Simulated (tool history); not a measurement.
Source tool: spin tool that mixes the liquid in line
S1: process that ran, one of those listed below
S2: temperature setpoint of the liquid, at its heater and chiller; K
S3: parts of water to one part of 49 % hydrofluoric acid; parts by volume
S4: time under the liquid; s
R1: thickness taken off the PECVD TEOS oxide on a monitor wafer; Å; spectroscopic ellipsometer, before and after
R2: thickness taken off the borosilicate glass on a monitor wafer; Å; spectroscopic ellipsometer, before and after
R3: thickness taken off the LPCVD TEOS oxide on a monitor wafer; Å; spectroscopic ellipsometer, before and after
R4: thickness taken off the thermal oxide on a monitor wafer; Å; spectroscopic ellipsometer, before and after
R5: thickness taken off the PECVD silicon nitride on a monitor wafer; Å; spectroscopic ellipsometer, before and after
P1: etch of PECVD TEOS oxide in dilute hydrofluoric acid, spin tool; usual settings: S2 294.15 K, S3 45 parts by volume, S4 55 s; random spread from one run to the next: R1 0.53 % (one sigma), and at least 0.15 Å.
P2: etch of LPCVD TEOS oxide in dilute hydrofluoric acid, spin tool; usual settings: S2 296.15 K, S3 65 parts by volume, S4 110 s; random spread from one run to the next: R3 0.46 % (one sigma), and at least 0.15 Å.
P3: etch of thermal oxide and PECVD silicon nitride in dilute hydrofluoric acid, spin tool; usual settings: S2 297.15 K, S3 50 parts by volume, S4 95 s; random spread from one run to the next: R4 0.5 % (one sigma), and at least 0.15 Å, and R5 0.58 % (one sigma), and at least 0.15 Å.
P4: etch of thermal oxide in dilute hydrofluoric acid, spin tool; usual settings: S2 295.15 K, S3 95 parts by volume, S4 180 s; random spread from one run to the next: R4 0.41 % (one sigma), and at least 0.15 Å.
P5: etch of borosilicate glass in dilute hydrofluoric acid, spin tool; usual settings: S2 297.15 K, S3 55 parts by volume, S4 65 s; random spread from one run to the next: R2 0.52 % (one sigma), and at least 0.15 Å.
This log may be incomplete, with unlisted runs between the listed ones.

run 1 hour=11.8 | S1=P1 S2=294.15 S3=45 S4=55 | R1=336.52
run 2 hour=20.6 | S1=P5 S2=297.15 S3=100 S4=65 | R2=245.62
run 3 hour=30.9 | S1=P1 S2=294.15 S3=45 S4=100 | R1=610.48
run 4 hour=42.5 | S1=P1 S2=294.15 S3=45 S4=55 | R1=338.64
run 5 hour=48.8 | S1=P2 S2=296.15 S3=30 S4=110 | R3=1372.9
-- hour=49.9 thermometer replaced
run 6 hour=60 | S1=P3 S2=297.15 S3=50 S4=155 | R4=155.95 R5=70.918
run 7 hour=67 | S1=P2 S2=296.15 S3=65 S4=110 | R3=615.17
run 8 hour=73.3 | S1=P5 S2=297.15 S3=55 S4=65 | R2=470.48
run 9 hour=84.3 | S1=P1 S2=294.15 S3=45 S4=15 | R1=91.979
run 10 hour=97.6 | S1=P1 S2=294.15 S3=45 S4=55 | R1=335.05
run 11 hour=110.7 | S1=P1 S2=302.15 S3=45 S4=55 | R1=468.64
run 12 hour=122.6 | S1=P4 S2=295.15 S3=95 S4=335 | R4=157.06
run 13 hour=131.9 | S1=P2 S2=296.15 S3=65 S4=205 | R3=1135.1
run 14 hour=145.1 | S1=P1 S2=290.15 S3=45 S4=55 | R1=280.49
run 15 hour=156.8 | S1=P5 S2=297.15 S3=55 S4=15 | R2=108.46
run 16 hour=167.9 | S1=P1 S2=294.15 S3=75 S4=55 | R1=194.67
run 17 hour=178.8 | S1=P5 S2=297.15 S3=55 S4=65 | R2=471.62
run 18 hour=186 | S1=P4 S2=295.15 S3=95 S4=180 | R4=84.55
run 19 hour=197.2 | S1=P1 S2=294.15 S3=45 S4=55 | R1=339.07
run 20 hour=203.4 | S1=P1 S2=300.15 S3=75 S4=55 | R1=248.68
run 21 hour=213.2 | S1=P2 S2=296.15 S3=65 S4=110 | R3=611.64
run 22 hour=222.1 | S1=P3 S2=304.65 S3=50 S4=95 | R4=129.17 R5=71.315
run 23 hour=232 | S1=P1 S2=294.15 S3=60 S4=95 | R1=430.45
run 24 hour=242.3 | S1=P1 S2=294.15 S3=25 S4=55 | R1=619.63
run 25 hour=253.7 | S1=P1 S2=290.15 S3=45 S4=85 | R1=434.94
run 26 hour=266.7 | S1=P4 S2=290.15 S3=95 S4=180 | R4=69.142
run 27 hour=275.6 | S1=P3 S2=297.15 S3=50 S4=95 | R4=95.766 R5=43.172

Run 28 comes next. What will it give?
run 28 hour=281.8 | S1=P2 S2=300.15 S3=65 S4=110 | R3=?

Run 28 measured R3 716.15 Å.
